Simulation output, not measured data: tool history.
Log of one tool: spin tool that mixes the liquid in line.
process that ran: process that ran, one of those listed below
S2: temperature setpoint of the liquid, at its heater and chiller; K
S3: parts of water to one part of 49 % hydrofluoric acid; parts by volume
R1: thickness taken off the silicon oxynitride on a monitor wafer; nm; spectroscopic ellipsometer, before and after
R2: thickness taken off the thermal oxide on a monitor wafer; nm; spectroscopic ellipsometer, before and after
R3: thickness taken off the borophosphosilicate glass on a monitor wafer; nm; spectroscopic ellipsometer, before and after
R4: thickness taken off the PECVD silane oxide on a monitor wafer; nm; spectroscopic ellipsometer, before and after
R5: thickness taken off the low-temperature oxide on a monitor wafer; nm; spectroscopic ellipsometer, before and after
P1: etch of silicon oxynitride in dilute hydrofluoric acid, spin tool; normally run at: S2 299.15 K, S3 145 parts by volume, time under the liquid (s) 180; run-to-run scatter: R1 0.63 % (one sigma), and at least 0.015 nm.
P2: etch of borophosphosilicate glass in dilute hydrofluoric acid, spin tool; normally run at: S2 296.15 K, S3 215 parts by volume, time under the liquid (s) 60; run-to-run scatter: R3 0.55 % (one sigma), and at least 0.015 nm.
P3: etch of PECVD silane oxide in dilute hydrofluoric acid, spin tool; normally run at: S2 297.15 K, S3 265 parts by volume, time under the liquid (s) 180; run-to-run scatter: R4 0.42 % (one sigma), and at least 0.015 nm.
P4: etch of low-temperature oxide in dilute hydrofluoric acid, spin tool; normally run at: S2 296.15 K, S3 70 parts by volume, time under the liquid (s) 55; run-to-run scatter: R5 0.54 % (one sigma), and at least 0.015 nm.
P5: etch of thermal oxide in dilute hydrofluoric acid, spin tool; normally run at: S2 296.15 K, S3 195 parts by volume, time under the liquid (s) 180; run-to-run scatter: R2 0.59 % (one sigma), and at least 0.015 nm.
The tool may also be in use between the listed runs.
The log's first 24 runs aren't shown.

Run 25, hour 242.4: process that ran P4, S2 301.15 K, S3 70 parts by volume, time under the liquid (s) 55. Result: R5 32.378 nm.
Run 26, hour 252.1: process that ran P1, S2 299.15 K, S3 145 parts by volume, time under the liquid (s) 180. Result: R1 5.01270 nm.
Run 27, hour 263.2: process that ran P1, S2 299.15 K, S3 145 parts by volume, time under the liquid (s) 15. Result: R1 0.42172 nm.
Run 28, hour 273.8: process that ran P5, S2 296.15 K, S3 65 parts by volume, time under the liquid (s) 180. Result: R2 12.9250 nm.
Run 29, hour 285.4: process that ran P5, S2 296.15 K, S3 195 parts by volume, time under the liquid (s) 180. Result: R2 3.7968 nm.
Run 30, hour 291.8: process that ran P1, S2 299.15 K, S3 145 parts by volume, time under the liquid (s) 180. Result: R1 4.97820 nm.
Run 31, hour 297.8: process that ran P1, S2 299.15 K, S3 145 parts by volume, time under the liquid (s) 180. Result: R1 5.11760 nm.
Run 32, hour 310.4: process that ran P1, S2 299.15 K, S3 145 parts by volume, time under the liquid (s) 180. Result: R1 5.17280 nm.
Run 33, hour 319.4: process that ran P1, S2 299.15 K, S3 145 parts by volume, time under the liquid (s) 180. Result: R1 5.17910 nm.

The next listed run, before its measurement:
Run 34, hour 330.8: process that ran P1, S2 299.15 K, S3 145 parts by volume, time under the liquid (s) 180. Result: R1 ?.

R1: 5.21650 nm
